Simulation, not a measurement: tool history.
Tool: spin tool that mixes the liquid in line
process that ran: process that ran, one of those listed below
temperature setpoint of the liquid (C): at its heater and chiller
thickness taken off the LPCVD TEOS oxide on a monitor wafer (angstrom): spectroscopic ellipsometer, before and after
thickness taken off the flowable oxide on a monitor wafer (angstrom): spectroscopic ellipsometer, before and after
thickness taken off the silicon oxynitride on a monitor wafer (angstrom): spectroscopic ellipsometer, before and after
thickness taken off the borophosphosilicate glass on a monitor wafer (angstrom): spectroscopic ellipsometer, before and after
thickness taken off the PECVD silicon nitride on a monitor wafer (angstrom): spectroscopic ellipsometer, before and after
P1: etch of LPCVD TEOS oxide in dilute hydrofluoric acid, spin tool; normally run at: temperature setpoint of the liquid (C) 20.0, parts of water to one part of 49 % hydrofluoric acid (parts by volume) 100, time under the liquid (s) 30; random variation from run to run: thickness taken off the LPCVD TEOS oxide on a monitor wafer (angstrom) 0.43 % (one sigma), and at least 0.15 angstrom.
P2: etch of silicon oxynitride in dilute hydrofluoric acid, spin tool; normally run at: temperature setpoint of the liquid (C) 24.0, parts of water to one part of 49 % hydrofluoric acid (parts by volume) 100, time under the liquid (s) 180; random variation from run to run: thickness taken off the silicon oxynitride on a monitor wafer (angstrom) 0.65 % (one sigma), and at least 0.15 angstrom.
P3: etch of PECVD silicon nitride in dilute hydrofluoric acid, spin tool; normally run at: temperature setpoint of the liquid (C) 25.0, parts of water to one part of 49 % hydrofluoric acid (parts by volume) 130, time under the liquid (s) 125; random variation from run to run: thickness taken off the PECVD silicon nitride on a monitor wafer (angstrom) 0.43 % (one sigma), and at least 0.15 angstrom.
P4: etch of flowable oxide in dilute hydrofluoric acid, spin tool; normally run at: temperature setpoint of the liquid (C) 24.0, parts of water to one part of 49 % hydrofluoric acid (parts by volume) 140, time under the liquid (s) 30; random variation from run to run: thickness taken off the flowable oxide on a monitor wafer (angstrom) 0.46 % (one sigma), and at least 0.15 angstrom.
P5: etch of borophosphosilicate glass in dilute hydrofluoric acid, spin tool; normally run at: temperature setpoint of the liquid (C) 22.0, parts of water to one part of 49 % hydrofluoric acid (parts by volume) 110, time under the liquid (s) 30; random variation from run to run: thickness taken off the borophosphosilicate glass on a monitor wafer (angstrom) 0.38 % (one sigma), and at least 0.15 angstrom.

run,day,process that ran,temperature setpoint of the liquid (C),parts of water to one part of 49 % hydrofluoric acid (parts by volume),time under the liquid (s),hours since the thermometer was replaced,hours since the hydrofluoric acid flow meter was replaced,thickness taken off the LPCVD TEOS oxide on a monitor wafer (angstrom),thickness taken off the flowable oxide on a monitor wafer (angstrom),thickness taken off the silicon oxynitride on a monitor wafer (angstrom),thickness taken off the borophosphosilicate glass on a monitor wafer (angstrom),thickness taken off the PECVD silicon nitride on a monitor wafer (angstrom)
1,0.146,P1,20.0,100,30,493.6,446.1,142.520,,,,
2,0.346,P4,32.0,140,30,498.4,450.9,,172.320,,,
3,0.517,P2,24.0,100,180,502.5,455.0,,,36.647,,
4,0.625,P1,20.0,50,30,505.1,457.6,300.590,,,,
5,0.750,P1,17.0,160,30,508.1,460.6,73.715,,,,
6,0.925,P5,22.0,110,30,512.3,464.8,,,,113.460,
7,1.092,P2,28.0,100,180,516.3,468.8,,,43.815,,
8,1.200,P1,20.0,100,30,518.9,471.4,142.420,,,,
9,1.362,P5,17.0,110,30,522.8,475.3,,,,92.068,
10,1.504,P1,20.0,100,30,526.2,478.7,142.020,,,,
11,1.671,P3,25.0,30,125,530.2,482.7,,,,,243.930
12,1.796,P1,27.5,100,30,533.2,485.7,191.300,,,,
13,2.000,P5,22.0,110,15,538.1,490.6,,,,56.734,
14,2.167,P1,20.0,100,30,542.1,494.6,143.360,,,,
15,2.312,P1,20.0,100,30,545.6,498.1,142.420,,,,
16,2.521,P4,24.0,140,30,550.6,503.1,,127.200,,,
17,2.621,P3,25.0,130,205,553.0,505.5,,,,,94.588
18,2.721,P3,29.0,130,125,555.4,507.9,,,,,74.703
19,2.833,P1,20.0,25,55,558.1,510.6,1142.700,,,,
20,2.992,P4,24.0,140,30,561.9,514.4,,126.690,,,
21,3.100,P2,24.0,100,180,564.5,517.0,,,36.441,,
22,3.267,P4,24.0,240,30,568.5,521.0,,66.976,,,
23,3.408,P3,25.0,130,125,571.9,524.4,,,,,57.518
24,3.588,P3,25.0,130,125,576.2,528.7,,,,,57.591
25,3.788,P4,24.0,140,50,581.0,533.5,,212.620,,,
26,3.925,P1,20.0,100,30,584.3,536.8,142.560,,,,
27,4.125,P1,20.0,100,30,589.1,541.6,142.600,,,,
28,4.308,P1,20.0,180,30,593.5,546.0,72.636,,,,
29,4.500,P2,24.0,100,325,598.1,550.6,,,66.427,,
30,4.608,P1,20.0,135,15,600.7,553.2,51.257,,,,
31,4.750,P1,20.0,100,55,604.1,556.6,259.600,,,,
32,4.946,P1,17.0,100,30,608.8,561.3,125.020,,,,
33,5.112,P2,24.0,180,180,612.8,565.3,,,19.359,,
34,5.254,P1,20.0,100,15,616.2,568.7,70.881,,,,
35,5.354,P5,22.0,20,30,618.6,571.1,,,,691.990,
36,5.562,P1,20.0,100,30,623.6,576.1,141.670,,,,
37,5.688,P1,20.0,100,30,626.6,579.1,139.390,,,,
38,5.796,P1,20.0,100,30,629.2,581.7,136.720,,,,
39,5.971,P1,20.0,100,30,633.4,585.9,134.410,,,,
40,6.183,P1,20.0,100,30,638.5,591.0,133.160,,,,
41,6.379,P1,20.0,100,30,643.2,595.7,133.880,,,,
42,6.546,P1,20.0,100,30,647.2,599.7,132.220,,,,

What P1 gives has crept away from where it was. These 2 causes fit the log equally well, each at the size given:
A: hydrofluoric acid flow below the setpoint (%) = 6.13
B: liquid colder than its thermometer reads (K) = 1.71
The creep began at about day 5.562.

4 check runs are offered, one wafer each, their results left as question marks. Which one tells the causes apart?
check 1,6.712,P2,24.0,100,180,,,,,?,,
check 2,6.712,P3,25.0,130,125,,,,,,,?
check 3,6.712,P4,24.0,140,30,,,,?,,,
check 4,6.712,P5,22.0,110,30,,,,,,?,

What each check would give under each cause:
check,result,if A,if B
check 1,thickness taken off the silicon oxynitride on a monitor wafer (angstrom),34.041,33.611
check 2,thickness taken off the PECVD silicon nitride on a monitor wafer (angstrom),54.257,51.698
check 3,thickness taken off the flowable oxide on a monitor wafer (angstrom),118.520,119.400
check 4,thickness taken off the borophosphosilicate glass on a monitor wafer (angstrom),105.220,105.470
How far apart the two closest causes lie, in the result that separates them most: check 1 1.27 %; check 2 4.83 %; check 3 0.74 %; check 4 0.24 %
Check 2 tells the causes apart: in the others they would give nearly the same result.

Check 2 was then run and gave: thickness taken off the PECVD silicon nitride on a monitor wafer (angstrom) 54.349. Which cause is it?

It is A: hydrofluoric acid flow below the setpoint (%).
